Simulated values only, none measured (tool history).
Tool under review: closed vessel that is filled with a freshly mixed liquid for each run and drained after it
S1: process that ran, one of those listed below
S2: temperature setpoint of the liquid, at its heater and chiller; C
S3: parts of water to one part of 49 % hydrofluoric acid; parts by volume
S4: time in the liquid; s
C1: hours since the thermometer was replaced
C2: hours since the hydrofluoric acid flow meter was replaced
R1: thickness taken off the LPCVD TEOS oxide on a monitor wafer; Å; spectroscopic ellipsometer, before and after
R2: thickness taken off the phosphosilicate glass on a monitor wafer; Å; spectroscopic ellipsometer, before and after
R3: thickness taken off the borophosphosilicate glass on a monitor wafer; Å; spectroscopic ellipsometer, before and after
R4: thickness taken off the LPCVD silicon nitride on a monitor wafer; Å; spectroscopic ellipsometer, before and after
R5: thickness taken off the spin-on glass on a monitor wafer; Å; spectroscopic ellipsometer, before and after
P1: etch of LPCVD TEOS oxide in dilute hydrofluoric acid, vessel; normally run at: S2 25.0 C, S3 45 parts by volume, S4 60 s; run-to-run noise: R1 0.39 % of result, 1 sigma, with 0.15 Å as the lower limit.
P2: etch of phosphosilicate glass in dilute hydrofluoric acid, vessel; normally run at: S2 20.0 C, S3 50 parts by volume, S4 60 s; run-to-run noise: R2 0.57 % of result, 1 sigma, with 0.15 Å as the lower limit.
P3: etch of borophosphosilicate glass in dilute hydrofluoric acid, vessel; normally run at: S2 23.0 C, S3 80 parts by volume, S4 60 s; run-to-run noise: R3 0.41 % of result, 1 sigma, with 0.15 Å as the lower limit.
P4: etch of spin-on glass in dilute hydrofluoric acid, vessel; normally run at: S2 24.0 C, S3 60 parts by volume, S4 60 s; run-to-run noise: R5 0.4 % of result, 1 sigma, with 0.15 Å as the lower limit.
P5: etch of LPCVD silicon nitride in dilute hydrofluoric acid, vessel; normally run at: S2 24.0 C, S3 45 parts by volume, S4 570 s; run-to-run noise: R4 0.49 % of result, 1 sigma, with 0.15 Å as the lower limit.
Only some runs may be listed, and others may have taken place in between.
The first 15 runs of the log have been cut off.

run,day,S1,S2,S3,S4,C1,C2,R1,R2,R3,R4,R5
16,6.888,P2,17.0,50,60,1282.8,886.5,,594.91,,,
17,7.504,P3,23.0,80,60,1297.6,901.3,,,263.59,,
18,7.929,P1,29.0,45,60,1307.8,911.5,852.28,,,,
19,8.567,P2,20.0,50,115,1323.1,926.8,,1293.70,,,
20,9.100,P5,24.0,45,40,1335.9,939.6,,,,4.0245,
21,9.550,P5,31.5,45,570,1346.7,950.4,,,,98.7680,
22,9.996,P4,24.0,60,90,1357.4,961.1,,,,,655.92
23,10.529,P4,17.0,60,60,1370.2,973.9,,,,,325.64
24,11.029,P5,24.0,70,570,1382.2,985.9,,,,39.3420,
25,11.379,P1,25.0,45,60,1390.6,994.3,727.55,,,,
26,11.750,P1,25.0,20,60,1399.5,1003.2,1694.80,,,,
27,12.375,P1,25.0,45,60,1414.5,1018.2,725.17,,,,

For run 28, what comes out?
28,12.767,P1,18.5,45,60,1423.9,1027.6,?,,,,

{"run 28": {"R1": 555.75}}
